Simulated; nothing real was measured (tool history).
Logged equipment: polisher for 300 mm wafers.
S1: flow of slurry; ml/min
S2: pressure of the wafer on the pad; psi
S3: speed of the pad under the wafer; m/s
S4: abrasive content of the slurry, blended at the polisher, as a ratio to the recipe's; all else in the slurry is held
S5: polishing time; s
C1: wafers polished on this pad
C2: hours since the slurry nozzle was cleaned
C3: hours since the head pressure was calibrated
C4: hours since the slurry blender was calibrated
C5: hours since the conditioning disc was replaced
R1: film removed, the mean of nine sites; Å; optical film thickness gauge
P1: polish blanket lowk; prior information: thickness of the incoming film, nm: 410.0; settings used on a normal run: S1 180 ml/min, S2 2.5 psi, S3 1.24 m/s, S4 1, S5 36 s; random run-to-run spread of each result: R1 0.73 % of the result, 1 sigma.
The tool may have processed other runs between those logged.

{"run": 1, "hour": 13.7, "S1": 180, "S2": 2.5, "S3": 1.24, "S4": 1, "S5": 36, "C1": 351, "C2": 421.3, "C3": 459.5, "C4": 68.4, "C5": 71.7, "R1": 218.15}
{"run": 2, "hour": 24.3, "S1": 180, "S2": 2.5, "S3": 1.24, "S4": 1, "S5": 36, "C1": 519, "C2": 431.9, "C3": 470.1, "C4": 79, "C5": 82.3, "R1": 221.48}
{"run": 3, "hour": 39.5, "S1": 180, "S2": 2.5, "S3": 1.24, "S4": 1.45, "S5": 36, "C1": 760, "C2": 447.1, "C3": 485.3, "C4": 94.2, "C5": 97.5, "R1": 257.82}
{"run": 4, "hour": 48.7, "S1": 180, "S2": 2.5, "S3": 1.24, "S4": 0.7, "S5": 36, "C1": 906, "C2": 456.3, "C3": 494.5, "C4": 103.4, "C5": 106.7, "R1": 186.39}
{"run": 5, "hour": 63.1, "S1": 180, "S2": 2.5, "S3": 0.78, "S4": 1, "S5": 36, "C1": 1135, "C2": 470.7, "C3": 508.9, "C4": 117.8, "C5": 121.1, "R1": 151.41}
{"run": 6, "hour": 73.0, "S1": 180, "S2": 2.5, "S3": 1.24, "S4": 1, "S5": 21, "C1": 1292, "C2": 480.6, "C3": 518.8, "C4": 127.7, "C5": 131, "R1": 130.62}
{"run": 7, "hour": 87.9, "S1": 180, "S2": 1.1, "S3": 1.24, "S4": 1, "S5": 36, "C1": 1528, "C2": 495.5, "C3": 533.7, "C4": 142.6, "C5": 145.9, "R1": 97.457}
{"run": 8, "hour": 95.1, "S1": 180, "S2": 3.7, "S3": 1.24, "S4": 1, "S5": 36, "C1": 1642, "C2": 502.7, "C3": 540.9, "C4": 149.8, "C5": 153.1, "R1": 329.07}
{"run": 9, "hour": 107.7, "S1": 180, "S2": 2.5, "S3": 1.24, "S4": 1, "S5": 36, "C1": 1842, "C2": 515.3, "C3": 553.5, "C4": 162.4, "C5": 165.7, "R1": 219.31}
{"run": 10, "hour": 121.4, "S1": 180, "S2": 2.5, "S3": 1.68, "S4": 1, "S5": 36, "C1": 2060, "C2": 529, "C3": 567.2, "C4": 176.1, "C5": 179.4, "R1": 283.94}
{"run": 11, "hour": 135.2, "S1": 180, "S2": 2.5, "S3": 1.24, "S4": 1, "S5": 36, "C1": 2279, "C2": 542.8, "C3": 581, "C4": 189.9, "C5": 193.2, "R1": 221.41}
{"run": 12, "hour": 143.2, "S1": 180, "S2": 2.5, "S3": 1.84, "S4": 1, "S5": 23, "C1": 2405, "C2": 550.8, "C3": 589, "C4": 197.9, "C5": 201.2, "R1": 192.8}
{"run": 13, "hour": 158.8, "S1": 290, "S2": 2.5, "S3": 1.24, "S4": 1, "S5": 36, "C1": 2653, "C2": 566.4, "C3": 604.6, "C4": 213.5, "C5": 216.8, "R1": 233.33}
{"run": 14, "hour": 172.3, "S1": 180, "S2": 2.5, "S3": 1.24, "S4": 1, "S5": 36, "C1": 2867, "C2": 579.9, "C3": 618.1, "C4": 227, "C5": 230.3, "R1": 221.25}
{"run": 15, "hour": 184.2, "S1": 265, "S2": 2.5, "S3": 1.24, "S4": 1.25, "S5": 36, "C1": 3056, "C2": 591.8, "C3": 630, "C4": 238.9, "C5": 242.2, "R1": 257.13}
{"run": 16, "hour": 193.6, "S1": 115, "S2": 2.5, "S3": 1.24, "S4": 1, "S5": 36, "C1": 3205, "C2": 601.2, "C3": 639.4, "C4": 248.3, "C5": 251.6, "R1": 204.5}
{"run": 17, "hour": 207.5, "S1": 180, "S2": 2.5, "S3": 1.24, "S4": 0.65, "S5": 54, "C1": 3426, "C2": 615.1, "C3": 653.3, "C4": 262.2, "C5": 265.5, "R1": 265.22}
{"run": 18, "hour": 221.4, "S1": 180, "S2": 2.5, "S3": 1.24, "S4": 1, "S5": 36, "C1": 3646, "C2": 629, "C3": 667.2, "C4": 276.1, "C5": 279.4, "R1": 222.62}
{"run": 19, "hour": 234.0, "S1": 180, "S2": 2.5, "S3": 1.24, "S4": 1, "S5": 36, "C1": 3846, "C2": 641.6, "C3": 679.8, "C4": 288.7, "C5": 292, "R1": 221.04}
{"run": 20, "hour": 250.1, "S1": 180, "S2": 2.5, "S3": 1.24, "S4": 1, "S5": 53, "C1": 4102, "C2": 657.7, "C3": 695.9, "C4": 304.8, "C5": 308.1, "R1": 324.45}
{"run": 21, "hour": 265.4, "S1": 180, "S2": 2.5, "S3": 1.24, "S4": 1, "S5": 36, "C1": 4344, "C2": 673, "C3": 711.2, "C4": 320.1, "C5": 323.4, "R1": 218.09}
{"run": 22, "hour": 279.5, "S1": 180, "S2": 2.5, "S3": 1.24, "S4": 1, "S5": 36, "C1": 4568, "C2": 687.1, "C3": 725.3, "C4": 334.2, "C5": 337.5, "R1": 209.04}
{"run": 23, "hour": 287.5, "S1": 180, "S2": 2.5, "S3": 1.24, "S4": 1, "S5": 36, "C1": 4695, "C2": 695.1, "C3": 733.3, "C4": 342.2, "C5": 345.5, "R1": 206.12}
{"run": 24, "hour": 299.4, "S1": 180, "S2": 2.5, "S3": 1.24, "S4": 1, "S5": 36, "C1": 4884, "C2": 707, "C3": 745.2, "C4": 354.1, "C5": 357.4, "R1": 199.97}

What does the tool deliver on the next run?
{"run": 25, "hour": 307.4, "S1": 180, "S2": 2.5, "S3": 1.24, "S4": 1, "S5": 36, "C1": 5011, "C2": 715, "C3": 753.2, "C4": 362.1, "C5": 365.4, "R1": "?"}

R1: 200.15 Å
